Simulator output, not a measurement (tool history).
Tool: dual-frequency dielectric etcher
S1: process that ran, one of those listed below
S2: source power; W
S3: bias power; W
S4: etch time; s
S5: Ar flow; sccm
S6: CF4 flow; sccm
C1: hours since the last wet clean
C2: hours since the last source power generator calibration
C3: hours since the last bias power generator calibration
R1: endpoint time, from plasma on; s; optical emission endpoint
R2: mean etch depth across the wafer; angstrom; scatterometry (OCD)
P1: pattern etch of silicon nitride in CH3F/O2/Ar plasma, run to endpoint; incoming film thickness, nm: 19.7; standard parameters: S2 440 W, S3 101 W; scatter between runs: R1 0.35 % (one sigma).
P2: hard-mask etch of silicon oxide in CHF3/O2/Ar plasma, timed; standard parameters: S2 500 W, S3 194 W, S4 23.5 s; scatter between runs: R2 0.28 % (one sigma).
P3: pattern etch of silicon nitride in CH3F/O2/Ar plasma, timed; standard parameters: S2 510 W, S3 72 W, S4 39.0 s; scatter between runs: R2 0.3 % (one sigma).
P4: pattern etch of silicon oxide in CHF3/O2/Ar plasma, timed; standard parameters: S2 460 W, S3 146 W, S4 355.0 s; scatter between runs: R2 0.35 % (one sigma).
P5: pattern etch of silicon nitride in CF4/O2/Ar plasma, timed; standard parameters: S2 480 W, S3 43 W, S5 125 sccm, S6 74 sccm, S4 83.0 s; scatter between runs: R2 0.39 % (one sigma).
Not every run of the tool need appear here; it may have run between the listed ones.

run,hour,S1,S2,S3,S4,S5,S6,C1,C2,C3,R1,R2
1,4.9,P1,440,101,,,,253.6,1436.0,1154.6,24.522,
2,12.8,P4,460,146,355.0,,,261.5,1443.9,1162.5,,6006.10
3,21.8,P4,460,146,249.0,,,270.5,1452.9,1171.5,,4216.90
4,28.5,P1,440,101,,,,277.2,1459.6,1178.2,24.385,
5,33.1,P5,480,43,83.0,125,61,281.8,1464.2,1182.8,,1287.80
6,41.9,P5,480,43,83.0,125,74,290.6,1473.0,1191.6,,1318.70
# hour 43.3: bias power generator calibrated
7,47.9,P5,480,43,83.0,100,74,296.6,1479.0,4.7,,1368.60
8,54.5,P3,510,72,39.0,,,303.2,1485.6,11.3,,308.98
9,61.6,P4,460,112,355.0,,,310.3,1492.7,18.4,,5463.60
10,68.1,P1,360,101,,,,316.8,1499.2,24.9,26.457,
11,73.2,P3,510,72,58.0,,,321.9,1504.3,30.0,,461.96
12,81.9,P2,500,237,23.5,,,330.6,1513.0,38.7,,487.56
13,89.5,P1,310,127,,,,338.2,1520.6,46.3,25.445,
14,94.6,P1,570,72,,,,343.3,1525.7,51.4,24.898,
15,101.0,P1,440,101,,,,349.7,1532.1,57.8,24.529,
16,108.0,P1,440,101,,,,356.7,1539.1,64.8,24.486,
17,112.8,P5,480,54,83.0,125,74,361.5,1543.9,69.6,,1463.10
18,118.2,P1,440,143,,,,366.9,1549.3,75.0,21.432,
19,125.0,P2,340,194,23.5,,,373.7,1556.1,81.8,,390.04
20,130.7,P3,510,86,39.0,,,379.4,1561.8,87.5,,329.60
21,136.8,P1,610,101,,,,385.5,1567.9,93.6,21.643,
22,144.8,P2,500,194,23.5,,,393.5,1575.9,101.6,,454.25
23,149.7,P2,500,194,23.5,,,398.4,1580.8,106.5,,453.95

What does the tool deliver on the next run?
24,156.0,P1,440,74,,,,404.7,1587.1,112.8,?,

R1: 27.308 s
